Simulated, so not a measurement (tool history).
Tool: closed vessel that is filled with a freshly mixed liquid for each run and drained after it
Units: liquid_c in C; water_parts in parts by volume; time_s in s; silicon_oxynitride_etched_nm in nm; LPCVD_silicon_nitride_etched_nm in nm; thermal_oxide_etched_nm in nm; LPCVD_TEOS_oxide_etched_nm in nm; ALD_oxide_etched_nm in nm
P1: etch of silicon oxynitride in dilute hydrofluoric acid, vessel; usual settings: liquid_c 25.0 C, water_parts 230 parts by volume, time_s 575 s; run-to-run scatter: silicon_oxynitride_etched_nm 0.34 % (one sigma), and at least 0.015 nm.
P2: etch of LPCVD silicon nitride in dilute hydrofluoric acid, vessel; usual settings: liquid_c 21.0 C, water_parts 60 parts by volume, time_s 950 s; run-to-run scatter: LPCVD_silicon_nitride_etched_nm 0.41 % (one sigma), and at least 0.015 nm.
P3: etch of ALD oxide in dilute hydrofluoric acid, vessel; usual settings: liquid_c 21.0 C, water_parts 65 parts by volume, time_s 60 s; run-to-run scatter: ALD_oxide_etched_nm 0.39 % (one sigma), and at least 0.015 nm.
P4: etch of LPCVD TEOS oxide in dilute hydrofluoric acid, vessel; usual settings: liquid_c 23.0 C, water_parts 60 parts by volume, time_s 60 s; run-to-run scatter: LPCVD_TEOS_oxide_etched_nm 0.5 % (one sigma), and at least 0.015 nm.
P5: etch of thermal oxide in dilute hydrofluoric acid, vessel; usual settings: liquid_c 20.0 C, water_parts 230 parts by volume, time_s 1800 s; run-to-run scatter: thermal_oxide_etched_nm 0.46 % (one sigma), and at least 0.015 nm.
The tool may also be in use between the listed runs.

run,hour,process,liquid_c,water_parts,time_s,hours since the thermometer was replaced,hours since the hydrofluoric acid flow meter was replaced,silicon_oxynitride_etched_nm,LPCVD_silicon_nitride_etched_nm,thermal_oxide_etched_nm,LPCVD_TEOS_oxide_etched_nm,ALD_oxide_etched_nm
1,17.8,P1,25.0,230,575,136.2,1117.5,9.8958,,,,
2,29.4,P2,21.0,100,950,147.8,1129.1,,3.9344,,,
3,41.6,P1,25.0,230,575,160.0,1141.3,10.0160,,,,
4,55.1,P5,20.0,35,1800,173.5,1154.8,,,229.8500,,
5,67.1,P1,25.0,345,575,185.5,1166.8,6.1428,,,,
6,80.4,P4,23.0,60,110,198.8,1180.1,,,,37.369,
7,88.5,P1,25.0,230,1100,206.9,1188.2,18.9460,,,,
8,98.9,P3,21.0,65,110,217.3,1198.6,,,,,47.514
9,107.8,P1,25.0,65,575,226.2,1207.5,40.1810,,,,
10,116.6,P3,21.0,110,60,235.0,1216.3,,,,,14.536
11,126.5,P1,25.0,55,185,244.9,1226.2,15.4460,,,,
12,136.5,P1,33.5,230,575,254.9,1236.2,14.1390,,,,
# hour 142.7: thermometer replaced
13,145.6,P3,21.0,65,60,3.0,1245.3,,,,,26.077
14,161.6,P5,25.5,230,1800,19.0,1261.3,,,34.6390,,
15,176.3,P2,27.0,60,950,33.7,1276.0,,9.6625,,,
16,190.6,P1,19.5,400,575,48.0,1290.3,4.0578,,,,
17,200.3,P2,21.0,60,1590,57.7,1300.0,,10.8260,,,
18,215.8,P1,19.5,230,1000,73.2,1315.5,13.5230,,,,
19,225.9,P1,25.0,230,575,83.3,1325.6,9.8850,,,,
20,242.5,P4,23.0,20,60,99.9,1342.2,,,,64.508,
21,259.2,P3,29.0,65,60,116.6,1358.9,,,,,36.102
22,269.9,P1,25.0,230,185,127.3,1369.6,3.2193,,,,
23,287.4,P5,20.0,230,600,144.8,1387.1,,,9.4165,,
24,303.5,P4,23.0,60,60,160.9,1403.2,,,,20.337,
25,315.0,P2,21.0,60,950,172.4,1414.7,,6.5220,,,
26,325.7,P4,17.0,60,60,183.1,1425.4,,,,15.834,
27,335.6,P2,21.0,60,950,193.0,1435.3,,6.5447,,,
28,353.1,P1,25.0,230,575,210.5,1452.8,9.9612,,,,
29,368.5,P5,20.0,230,1800,225.9,1468.2,,,28.3160,,
30,384.7,P1,17.5,230,575,242.1,1484.4,7.0775,,,,
31,399.4,P1,25.0,230,575,256.8,1499.1,9.9231,,,,
32,416.2,P1,25.0,230,575,273.6,1515.9,10.2750,,,,
33,432.2,P1,25.0,230,575,289.6,1531.9,10.5600,,,,
34,443.3,P1,25.0,230,575,300.7,1543.0,10.5950,,,,
35,460.9,P1,25.0,230,575,318.3,1560.6,10.7010,,,,
36,470.6,P1,25.0,230,575,328.0,1570.3,10.7390,,,,
37,483.3,P1,25.0,230,575,340.7,1583.0,10.7990,,,,
38,501.1,P1,25.0,230,575,358.5,1600.8,10.8130,,,,
39,514.3,P1,25.0,230,575,371.7,1614.0,10.8720,,,,
40,524.5,P1,25.0,230,575,381.9,1624.2,10.8440,,,,

Forecast run 41:
41,534.8,P1,25.0,230,575,392.2,1634.5,?,,,,

{"run 41": {"silicon_oxynitride_etched_nm": 10.88}}
